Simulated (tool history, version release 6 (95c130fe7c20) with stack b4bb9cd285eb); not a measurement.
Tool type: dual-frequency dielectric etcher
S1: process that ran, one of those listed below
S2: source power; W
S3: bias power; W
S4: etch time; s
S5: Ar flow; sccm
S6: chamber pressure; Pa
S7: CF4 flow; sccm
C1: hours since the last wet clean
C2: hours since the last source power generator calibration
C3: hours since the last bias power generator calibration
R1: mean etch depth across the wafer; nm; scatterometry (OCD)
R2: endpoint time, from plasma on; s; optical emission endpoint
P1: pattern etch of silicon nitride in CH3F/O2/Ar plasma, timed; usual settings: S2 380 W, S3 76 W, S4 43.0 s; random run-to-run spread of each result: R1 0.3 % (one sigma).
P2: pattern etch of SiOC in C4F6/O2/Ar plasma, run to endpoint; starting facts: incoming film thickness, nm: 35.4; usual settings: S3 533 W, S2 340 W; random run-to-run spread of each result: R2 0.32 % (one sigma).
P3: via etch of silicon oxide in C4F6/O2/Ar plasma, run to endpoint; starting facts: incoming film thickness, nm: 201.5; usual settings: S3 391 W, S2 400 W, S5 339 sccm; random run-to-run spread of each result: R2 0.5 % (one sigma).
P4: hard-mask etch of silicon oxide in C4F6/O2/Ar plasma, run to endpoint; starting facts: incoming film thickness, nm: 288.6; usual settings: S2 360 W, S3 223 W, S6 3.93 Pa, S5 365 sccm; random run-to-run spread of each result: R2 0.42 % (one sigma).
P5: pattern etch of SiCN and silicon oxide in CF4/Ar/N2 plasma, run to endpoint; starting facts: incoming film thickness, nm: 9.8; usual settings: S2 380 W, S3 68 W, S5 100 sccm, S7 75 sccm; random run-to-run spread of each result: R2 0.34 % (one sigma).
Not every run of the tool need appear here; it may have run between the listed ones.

| run | day | S1 | S2 | S3 | S4 | S5 | S6 | S7 | C1 | C2 | C3 | R1 | R2 |
|---|---|---|---|---|---|---|---|---|---|---|---|---|---|
| 1 | 0.412 | P1 | 380 | 76 | 43.0 |  |  |  | 262.7 | 2467.6 | 1312.5 | 29.223 |  |
| 2 | 1.096 | P3 | 290 | 391 |  | 339 |  |  | 279.1 | 2484.0 | 1328.9 |  | 55.316 |
| 3 | 1.629 | P4 | 510 | 223 |  | 365 | 3.93 |  | 291.9 | 2496.8 | 1341.7 |  | 78.029 |
| 4 | 2.192 | P1 | 380 | 45 | 43.0 |  |  |  | 305.4 | 2510.3 | 1355.2 | 24.664 |  |
| 5 | 2.671 | P5 | 380 | 68 |  | 79 |  | 75 | 316.9 | 2521.8 | 1366.7 |  | 12.492 |
| 6 | 3.388 | P1 | 220 | 57 | 43.0 |  |  |  | 334.1 | 2539.0 | 1383.9 | 21.535 |  |
| 7 | 3.846 | P2 | 340 | 663 |  |  |  |  | 345.1 | 2550.0 | 1394.9 |  | 11.947 |
| 8 | 4.529 | P4 | 360 | 291 |  | 365 | 3.93 |  | 361.5 | 2566.4 | 1411.3 |  | 81.600 |
| 9 | 5.175 | P1 | 380 | 76 | 43.0 |  |  |  | 377.0 | 2581.9 | 1426.8 | 29.160 |  |
| 10 | 5.758 | P5 | 380 | 68 |  | 100 |  | 75 | 391.0 | 2595.9 | 1440.8 |  | 12.912 |
| 11 | 6.304 | P2 | 440 | 533 |  |  |  |  | 404.1 | 2609.0 | 1453.9 |  | 11.778 |
| 12 | 6.867 | P1 | 380 | 76 | 43.0 |  |  |  | 417.6 | 2622.5 | 1467.4 | 29.209 |  |
| 13 | 7.267 | P3 | 400 | 391 |  | 266 |  |  | 427.2 | 2632.1 | 1477.0 |  | 47.755 |
| 14 | 7.950 | P2 | 340 | 533 |  |  |  |  | 443.6 | 2648.5 | 1493.4 |  | 13.072 |
| 15 | 8.667 | P1 | 380 | 76 | 43.0 |  |  |  | 460.8 | 2665.7 | 1510.6 | 29.316 |  |
| 16 | 9.183 | P1 | 380 | 76 | 23.5 |  |  |  | 473.2 | 2678.1 | 1523.0 | 15.982 |  |
| 17 | 9.742 | P4 | 360 | 223 |  | 365 | 4.93 |  | 486.6 | 2691.5 | 1536.4 |  | 91.408 |
| 18 | 10.179 | P2 | 340 | 533 |  |  |  |  | 497.1 | 2702.0 | 1546.9 |  | 12.991 |
|  | 10.712 | wet clean of the chamber |
| 19 | 10.771 | P3 | 400 | 391 |  | 339 |  |  | 1.5 | 2716.2 | 1561.1 |  | 49.528 |
| 20 | 11.275 | P1 | 380 | 101 | 43.0 |  |  |  | 13.6 | 2728.3 | 1573.2 | 32.380 |  |
| 21 | 11.946 | P1 | 380 | 76 | 59.5 |  |  |  | 29.7 | 2744.4 | 1589.3 | 40.217 |  |
| 22 | 12.467 | P1 | 460 | 76 | 43.0 |  |  |  | 42.2 | 2756.9 | 1601.8 | 31.436 |  |
| 23 | 13.129 | P4 | 360 | 223 |  | 365 | 3.93 |  | 58.1 | 2772.8 | 1617.7 |  | 89.053 |
| 24 | 13.633 | P5 | 290 | 68 |  | 100 |  | 75 | 70.2 | 2784.9 | 1629.8 |  | 16.535 |
| 25 | 14.012 | P5 | 380 | 90 |  | 100 |  | 75 | 79.3 | 2794.0 | 1638.9 |  | 11.775 |
| 26 | 14.738 | P3 | 400 | 551 |  | 339 |  |  | 96.7 | 2811.4 | 1656.3 |  | 43.568 |
| 27 | 15.117 | P4 | 360 | 223 |  | 298 | 3.93 |  | 105.8 | 2820.5 | 1665.4 |  | 87.383 |
| 28 | 15.508 | P5 | 380 | 68 |  | 100 |  | 48 | 115.2 | 2829.9 | 1674.8 |  | 13.965 |
| 29 | 15.862 | P5 | 380 | 68 |  | 100 |  | 75 | 123.7 | 2838.4 | 1683.3 |  | 12.903 |
| 30 | 16.500 | P1 | 240 | 76 | 43.0 |  |  |  | 139.0 | 2853.7 | 1698.6 | 24.549 |  |
| 31 | 16.862 | P4 | 360 | 223 |  | 365 | 3.93 |  | 147.7 | 2862.4 | 1707.3 |  | 89.821 |
| 32 | 17.508 | P1 | 380 | 76 | 43.0 |  |  |  | 163.2 | 2877.9 | 1722.8 | 29.282 |  |
| 33 | 18.083 | P1 | 380 | 76 | 43.0 |  |  |  | 177.0 | 2891.7 | 1736.6 | 29.308 |  |
| 34 | 18.808 | P1 | 380 | 76 | 43.0 |  |  |  | 194.4 | 2909.1 | 1754.0 | 29.363 |  |
| 35 | 19.292 | P1 | 380 | 76 | 43.0 |  |  |  | 206.0 | 2920.7 | 1765.6 | 29.401 |  |
| 36 | 19.662 | P1 | 380 | 76 | 43.0 |  |  |  | 214.9 | 2929.6 | 1774.5 | 29.604 |  |
| 37 | 20.388 | P1 | 380 | 76 | 43.0 |  |  |  | 232.3 | 2947.0 | 1791.9 | 29.818 |  |
| 38 | 21.012 | P1 | 380 | 76 | 43.0 |  |  |  | 247.3 | 2962.0 | 1806.9 | 29.550 |  |
| 39 | 21.429 | P1 | 380 | 76 | 43.0 |  |  |  | 257.3 | 2972.0 | 1816.9 | 29.678 |  |
| 40 | 21.983 | P1 | 380 | 76 | 43.0 |  |  |  | 270.6 | 2985.3 | 1830.2 | 29.676 |  |
| 41 | 22.404 | P1 | 380 | 76 | 43.0 |  |  |  | 280.7 | 2995.4 | 1840.3 | 29.663 |  |
|  | 22.550 | wet clean of the chamber |
| 42 | 23.096 | P1 | 380 | 76 | 43.0 |  |  |  | 13.2 | 3012.0 | 1856.9 | 29.664 |  |
| 43 | 23.608 | P1 | 380 | 76 | 43.0 |  |  |  | 25.5 | 3024.3 | 1869.2 | 29.806 |  |
| 44 | 24.312 | P1 | 380 | 76 | 43.0 |  |  |  | 42.4 | 3041.2 | 1886.1 | 29.754 |  |

What P1 gives has crept away from where it was. These 2 causes fit the log equally well, each at the size given:
A: bias power that arrives over what is set, % = 4.36
B: source power that arrives over what is set, % = 4.03
The gradual shift began around day 18.083.
Each remaining cause and why it is not a fit:
chamber walls in a state that raises the etch rate, %: maintenance at day 22.550, after the shift began, did not return the process to its former output

You are offered 4 check runs, listed below with question marks in place of their results; each one averages 2 wafers. Which run separates the listed causes by giving clearly different results for each?
| check 1 | 25.017 | P5 | 380 | 68 |  | 100 |  | 75 |  |  |  |  | ? |
| check 2 | 25.017 | P4 | 360 | 223 |  | 365 | 3.93 |  |  |  |  |  | ? |
| check 3 | 25.017 | P3 | 400 | 391 |  | 339 |  |  |  |  |  |  | ? |
| check 4 | 25.017 | P2 | 340 | 533 |  |  |  |  |  |  |  |  | ? |

How each check would come out, cause by cause:
| check | result | if A | if B |
|---|---|---|---|
| check 1 | R2 | 12.764 | 12.504 |
| check 2 | R2 | 87.772 | 87.691 |
| check 3 | R2 | 48.803 | 48.836 |
| check 4 | R2 | 12.798 | 12.821 |
Gap, in per cent, between the two causes that each check separates least, read from the result that separates them most: check 1 2.06 %; check 2 0.09 %; check 3 0.07 %; check 4 0.17 %
Of the check runs offered, only check 1 discriminates between the causes; the rest would read about the same regardless of which cause applies.

Check 1 was then run and gave: R2 12.754 s. Which cause is it?

The cause is A: bias power that arrives over what is set, %.
